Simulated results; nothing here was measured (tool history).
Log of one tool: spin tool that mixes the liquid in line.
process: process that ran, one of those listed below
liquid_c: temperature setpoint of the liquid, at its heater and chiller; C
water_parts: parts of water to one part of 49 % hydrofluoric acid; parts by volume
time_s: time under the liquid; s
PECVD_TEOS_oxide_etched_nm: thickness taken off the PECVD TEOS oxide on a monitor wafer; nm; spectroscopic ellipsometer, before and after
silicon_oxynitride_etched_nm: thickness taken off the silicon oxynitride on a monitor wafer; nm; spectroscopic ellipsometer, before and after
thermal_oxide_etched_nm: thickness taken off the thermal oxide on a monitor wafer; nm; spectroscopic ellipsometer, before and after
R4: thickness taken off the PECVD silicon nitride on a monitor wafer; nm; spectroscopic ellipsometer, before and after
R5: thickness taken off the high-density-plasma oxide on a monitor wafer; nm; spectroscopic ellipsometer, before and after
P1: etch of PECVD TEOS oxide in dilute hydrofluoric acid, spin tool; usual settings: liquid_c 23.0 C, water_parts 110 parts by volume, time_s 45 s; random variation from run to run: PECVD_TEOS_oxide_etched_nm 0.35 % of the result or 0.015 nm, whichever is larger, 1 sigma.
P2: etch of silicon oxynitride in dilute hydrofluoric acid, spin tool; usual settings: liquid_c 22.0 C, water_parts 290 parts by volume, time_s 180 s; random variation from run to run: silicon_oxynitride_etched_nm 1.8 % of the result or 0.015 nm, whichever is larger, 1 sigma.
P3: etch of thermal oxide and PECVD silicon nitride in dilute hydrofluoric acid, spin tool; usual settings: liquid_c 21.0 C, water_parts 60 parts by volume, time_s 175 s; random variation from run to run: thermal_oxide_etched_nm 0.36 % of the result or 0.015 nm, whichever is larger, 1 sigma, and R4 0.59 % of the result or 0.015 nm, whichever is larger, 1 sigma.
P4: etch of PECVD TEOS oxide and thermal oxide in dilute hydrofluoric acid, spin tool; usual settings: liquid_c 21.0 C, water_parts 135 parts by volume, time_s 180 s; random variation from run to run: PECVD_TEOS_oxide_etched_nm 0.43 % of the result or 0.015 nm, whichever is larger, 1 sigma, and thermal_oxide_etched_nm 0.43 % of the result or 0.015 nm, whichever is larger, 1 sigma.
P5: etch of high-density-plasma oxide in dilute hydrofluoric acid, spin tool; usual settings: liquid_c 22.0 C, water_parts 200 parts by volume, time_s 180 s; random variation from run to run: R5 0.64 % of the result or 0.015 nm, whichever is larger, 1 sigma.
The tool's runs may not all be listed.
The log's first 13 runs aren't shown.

run 14 hour=97.2 | process=P3 liquid_c=21.0 water_parts=95 time_s=175 | thermal_oxide_etched_nm=8.0024 R4=3.4172
-- hour=98.2 hydrofluoric acid flow meter replaced
run 15 hour=105.8 | process=P1 liquid_c=23.0 water_parts=110 time_s=45 | PECVD_TEOS_oxide_etched_nm=9.7239
run 16 hour=113.8 | process=P1 liquid_c=23.0 water_parts=160 time_s=45 | PECVD_TEOS_oxide_etched_nm=6.2732
run 17 hour=121.4 | process=P5 liquid_c=22.0 water_parts=55 time_s=180 | R5=15.8390
run 18 hour=130.3 | process=P4 liquid_c=17.0 water_parts=135 time_s=180 | PECVD_TEOS_oxide_etched_nm=19.1390 thermal_oxide_etched_nm=4.5700
run 19 hour=137.0 | process=P5 liquid_c=22.0 water_parts=200 time_s=285 | R5=5.9114
run 20 hour=145.2 | process=P4 liquid_c=21.0 water_parts=135 time_s=265 | PECVD_TEOS_oxide_etched_nm=33.1130 thermal_oxide_etched_nm=7.9708
run 21 hour=151.8 | process=P4 liquid_c=21.0 water_parts=20 time_s=180 | PECVD_TEOS_oxide_etched_nm=173.0500 thermal_oxide_etched_nm=41.8410
run 22 hour=159.5 | process=P4 liquid_c=21.0 water_parts=135 time_s=180 | PECVD_TEOS_oxide_etched_nm=22.5260 thermal_oxide_etched_nm=5.4166
run 23 hour=167.8 | process=P1 liquid_c=23.0 water_parts=110 time_s=15 | PECVD_TEOS_oxide_etched_nm=3.2318
run 24 hour=173.0 | process=P5 liquid_c=22.0 water_parts=200 time_s=180 | R5=3.6813
run 25 hour=181.5 | process=P5 liquid_c=27.5 water_parts=200 time_s=180 | R5=4.5087
run 26 hour=187.0 | process=P2 liquid_c=22.0 water_parts=470 time_s=180 | silicon_oxynitride_etched_nm=0.87436
run 27 hour=191.7 | process=P1 liquid_c=23.0 water_parts=60 time_s=45 | PECVD_TEOS_oxide_etched_nm=18.9070
run 28 hour=201.7 | process=P1 liquid_c=28.0 water_parts=110 time_s=80 | PECVD_TEOS_oxide_etched_nm=20.9880
run 29 hour=208.4 | process=P1 liquid_c=23.0 water_parts=110 time_s=45 | PECVD_TEOS_oxide_etched_nm=9.6753

Run 30 comes next. What will it give?
run 30 hour=214.9 | process=P1 liquid_c=23.0 water_parts=110 time_s=45 | PECVD_TEOS_oxide_etched_nm=?

PECVD_TEOS_oxide_etched_nm: 9.9308 nm
